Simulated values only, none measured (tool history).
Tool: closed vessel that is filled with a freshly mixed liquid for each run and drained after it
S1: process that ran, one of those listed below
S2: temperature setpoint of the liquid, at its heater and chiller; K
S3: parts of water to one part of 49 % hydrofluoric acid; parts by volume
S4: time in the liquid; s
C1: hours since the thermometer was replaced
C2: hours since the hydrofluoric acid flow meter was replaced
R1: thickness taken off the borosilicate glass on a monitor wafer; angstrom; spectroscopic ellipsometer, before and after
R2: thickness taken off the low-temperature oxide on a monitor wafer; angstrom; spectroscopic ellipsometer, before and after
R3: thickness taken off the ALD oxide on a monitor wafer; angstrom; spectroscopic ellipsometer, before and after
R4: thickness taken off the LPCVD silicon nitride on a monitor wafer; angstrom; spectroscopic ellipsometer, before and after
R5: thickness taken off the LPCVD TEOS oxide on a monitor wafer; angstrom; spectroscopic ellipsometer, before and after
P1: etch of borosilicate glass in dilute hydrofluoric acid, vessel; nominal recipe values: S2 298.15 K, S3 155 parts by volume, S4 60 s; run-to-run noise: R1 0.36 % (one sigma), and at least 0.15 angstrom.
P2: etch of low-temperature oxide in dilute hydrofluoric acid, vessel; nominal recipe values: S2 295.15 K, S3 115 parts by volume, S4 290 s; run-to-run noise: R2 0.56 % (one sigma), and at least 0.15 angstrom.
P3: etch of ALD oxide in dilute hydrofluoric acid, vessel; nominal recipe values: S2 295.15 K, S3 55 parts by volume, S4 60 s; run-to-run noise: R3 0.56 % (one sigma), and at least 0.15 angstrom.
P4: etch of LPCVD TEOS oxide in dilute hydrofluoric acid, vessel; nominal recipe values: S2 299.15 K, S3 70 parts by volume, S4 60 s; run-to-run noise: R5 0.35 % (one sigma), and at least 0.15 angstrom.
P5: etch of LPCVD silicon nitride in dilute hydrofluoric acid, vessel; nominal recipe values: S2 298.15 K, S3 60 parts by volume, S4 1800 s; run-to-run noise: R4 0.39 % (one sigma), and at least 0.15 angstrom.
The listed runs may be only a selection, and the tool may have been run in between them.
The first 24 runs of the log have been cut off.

run	day	S1	S2	S3	S4	C1	C2	R1	R2	R3	R4	R5
25	12.65	P1	291.15	155	60	73.6	548.2	116.57				
26	12.95	P1	298.15	155	60	80.8	555.4	153.1				
27	13.283	P4	299.15	25	60	88.8	563.4					656.73
28	13.7	P2	295.15	115	290	98.8	573.4		320.68			
29	14.342	P5	298.15	60	720	114.2	588.8				67.901	
30	14.775	P1	298.15	155	60	124.6	599.2	154.49				
31	15.225	P4	299.15	70	30	135.4	610					109.9
32	15.542	P1	298.15	155	60	143	617.6	153.87				
33	15.95	P1	298.15	155	60	152.8	627.4	157.18				
34	16.562	P1	298.15	155	60	167.5	642.1	159.19				
35	16.946	P1	298.15	155	60	176.7	651.3	160.84				
36	17.529	P1	298.15	155	60	190.7	665.3	161.25				
37	18.067	P1	298.15	155	60	203.6	678.2	162.36				

Predict the results of run 38:
38	18.567	P1	298.15	155	60	215.6	690.2	?				

R1: 161.71 angstrom

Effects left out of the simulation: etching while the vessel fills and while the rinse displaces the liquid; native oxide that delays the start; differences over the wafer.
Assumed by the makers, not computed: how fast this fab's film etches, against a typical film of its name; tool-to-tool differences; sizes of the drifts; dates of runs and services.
